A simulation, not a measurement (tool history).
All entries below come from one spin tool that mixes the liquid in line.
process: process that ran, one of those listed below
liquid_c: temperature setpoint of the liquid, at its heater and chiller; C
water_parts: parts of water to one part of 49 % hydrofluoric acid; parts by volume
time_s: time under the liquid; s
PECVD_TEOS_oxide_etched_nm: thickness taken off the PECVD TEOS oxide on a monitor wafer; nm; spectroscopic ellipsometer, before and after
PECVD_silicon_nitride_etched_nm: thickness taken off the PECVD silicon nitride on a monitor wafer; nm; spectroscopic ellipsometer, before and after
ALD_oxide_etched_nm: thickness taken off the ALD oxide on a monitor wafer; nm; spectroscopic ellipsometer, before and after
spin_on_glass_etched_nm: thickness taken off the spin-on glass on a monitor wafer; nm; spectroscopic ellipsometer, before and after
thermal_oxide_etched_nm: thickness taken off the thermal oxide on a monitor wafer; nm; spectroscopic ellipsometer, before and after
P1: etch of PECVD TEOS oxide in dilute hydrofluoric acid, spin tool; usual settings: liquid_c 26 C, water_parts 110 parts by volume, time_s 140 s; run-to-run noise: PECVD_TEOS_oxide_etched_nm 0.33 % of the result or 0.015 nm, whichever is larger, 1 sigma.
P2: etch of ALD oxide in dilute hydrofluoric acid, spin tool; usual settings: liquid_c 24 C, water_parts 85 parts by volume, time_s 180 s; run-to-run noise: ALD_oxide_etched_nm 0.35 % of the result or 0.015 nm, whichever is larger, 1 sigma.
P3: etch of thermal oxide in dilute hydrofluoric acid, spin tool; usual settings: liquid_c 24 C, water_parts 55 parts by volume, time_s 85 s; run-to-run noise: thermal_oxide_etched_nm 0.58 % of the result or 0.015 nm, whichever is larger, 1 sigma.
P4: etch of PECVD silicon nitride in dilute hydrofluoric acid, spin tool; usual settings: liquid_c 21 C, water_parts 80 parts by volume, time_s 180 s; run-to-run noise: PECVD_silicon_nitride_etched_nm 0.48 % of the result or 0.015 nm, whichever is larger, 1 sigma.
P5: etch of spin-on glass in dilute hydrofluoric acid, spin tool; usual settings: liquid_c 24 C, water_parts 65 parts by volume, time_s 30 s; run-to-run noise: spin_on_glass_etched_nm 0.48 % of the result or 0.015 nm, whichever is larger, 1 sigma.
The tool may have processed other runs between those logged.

run	hour	process	liquid_c	water_parts	time_s	hours since the thermometer was replaced	hours since the hydrofluoric acid flow meter was replaced	PECVD_TEOS_oxide_etched_nm	PECVD_silicon_nitride_etched_nm	ALD_oxide_etched_nm	spin_on_glass_etched_nm	thermal_oxide_etched_nm
1	14.3	P1	26	110	140	1049.4	469.7	19.905				
2	24.4	P1	26	110	55	1059.5	479.8	7.7918				
3	32.3	P1	18.5	110	15	1067.4	487.7	1.5572				
4	41.9	P4	21	80	180	1077	497.3		5.8114			
5	54.9	P1	26	110	235	1090	510.3	33.327				
6	66.2	P4	21	80	40	1101.3	521.6		1.2956			
7	82.6	P2	24	85	180	1117.7	538			22.274		
8	98.2	P2	19	85	180	1133.3	553.6			17.945		
9	109.7	P4	28.5	80	180	1144.8	565.1		9.5475			
10	127.1	P4	21	80	180	1162.2	582.5		5.8184			
11	136.6	P5	24	65	30	1171.7	592				13.755	
12	149.3	P1	32	110	195	1184.4	604.7	34.657				
13	163.7	P3	24	55	85	1198.8	619.1					7.8496
14	179.5	P1	26	110	140	1214.6	634.9	19.851				
15	194	P1	26	110	140	1229.1	649.4	19.839				
16	210.5	P5	24	25	30	1245.6	665.9				37.842	
17	227.8	P1	26	170	140	1262.9	683.2	11.906				
18	238.3	P1	26	65	140	1273.4	693.7	35.567				
19	254.7	P5	32.5	65	30	1289.8	710.1				19.256	
20	263.9	P1	26	110	140	1299	719.3	19.877				
21	280.6	P1	31	110	140	1315.7	736	23.992				
22	297.9	P3	18.5	55	85	1333	753.3					6.2475
23	307.6	P2	24	85	325	1342.7	763			39.909		
24	316.4	P3	24	55	15	1351.5	771.8					1.3742
25	329.8	P1	26	110	140	1364.9	785.2	19.857				
26	339.4	P5	24	65	50	1374.5	794.8				22.922	
27	356.2	P5	24	65	30	1391.3	811.6				13.712	

Run 28 is up next; what results do you expect?
28	373	P1	18.5	110	140	1408.1	828.4	?				

{"run 28": {"PECVD_TEOS_oxide_etched_nm": 14.797}}
